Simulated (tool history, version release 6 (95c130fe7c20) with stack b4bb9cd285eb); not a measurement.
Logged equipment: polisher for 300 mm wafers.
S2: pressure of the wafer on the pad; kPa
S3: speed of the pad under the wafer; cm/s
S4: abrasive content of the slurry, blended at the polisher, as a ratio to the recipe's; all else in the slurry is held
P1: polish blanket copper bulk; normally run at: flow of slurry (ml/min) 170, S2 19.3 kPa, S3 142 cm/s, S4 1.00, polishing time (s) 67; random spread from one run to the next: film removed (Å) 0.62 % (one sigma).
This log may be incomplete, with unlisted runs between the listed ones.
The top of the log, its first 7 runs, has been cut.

run 8 hour=33.5 | flow_of_slurry_(ml/min)=170 S2=19.3 S3=96 S4=1.00 polishing_time_(s)=47 | film_removed_(Å)=4484.8
run 9 hour=36.3 | flow_of_slurry_(ml/min)=130 S2=19.3 S3=142 S4=0.75 polishing_time_(s)=67 | film_removed_(Å)=8648.0
run 10 hour=41.9 | flow_of_slurry_(ml/min)=170 S2=19.3 S3=142 S4=1.00 polishing_time_(s)=67 | film_removed_(Å)=9547.6
run 11 hour=46.1 | flow_of_slurry_(ml/min)=170 S2=19.3 S3=206 S4=1.00 polishing_time_(s)=49 | film_removed_(Å)=10122.0
run 12 hour=51.0 | flow_of_slurry_(ml/min)=170 S2=19.3 S3=64 S4=1.00 polishing_time_(s)=67 | film_removed_(Å)=4238.4
run 13 hour=56.5 | flow_of_slurry_(ml/min)=170 S2=19.3 S3=142 S4=1.00 polishing_time_(s)=67 | film_removed_(Å)=9557.3
run 14 hour=59.3 | flow_of_slurry_(ml/min)=170 S2=19.3 S3=142 S4=1.35 polishing_time_(s)=67 | film_removed_(Å)=10188.0
run 15 hour=65.0 | flow_of_slurry_(ml/min)=170 S2=19.3 S3=142 S4=1.00 polishing_time_(s)=30 | film_removed_(Å)=4244.2
run 16 hour=68.8 | flow_of_slurry_(ml/min)=170 S2=10.3 S3=142 S4=1.00 polishing_time_(s)=67 | film_removed_(Å)=5090.8
-- hour=69.6 worn pad replaced by a new one
run 17 hour=71.8 | flow_of_slurry_(ml/min)=170 S2=19.3 S3=142 S4=1.00 polishing_time_(s)=67 | film_removed_(Å)=9542.0
-- hour=75.5 slurry blender recalibrated
run 18 hour=76.9 | flow_of_slurry_(ml/min)=170 S2=19.3 S3=142 S4=1.00 polishing_time_(s)=67 | film_removed_(Å)=9607.6
run 19 hour=81.5 | flow_of_slurry_(ml/min)=170 S2=19.3 S3=142 S4=1.00 polishing_time_(s)=105 | film_removed_(Å)=14900.0
run 20 hour=87.7 | flow_of_slurry_(ml/min)=170 S2=19.3 S3=142 S4=1.00 polishing_time_(s)=67 | film_removed_(Å)=9440.1

For run 21, what comes out?
run 21 hour=90.4 | flow_of_slurry_(ml/min)=170 S2=19.3 S3=142 S4=1.00 polishing_time_(s)=67 | film_removed_(Å)=?

{"run 21": {"film removed (Å)": 9428.7}}

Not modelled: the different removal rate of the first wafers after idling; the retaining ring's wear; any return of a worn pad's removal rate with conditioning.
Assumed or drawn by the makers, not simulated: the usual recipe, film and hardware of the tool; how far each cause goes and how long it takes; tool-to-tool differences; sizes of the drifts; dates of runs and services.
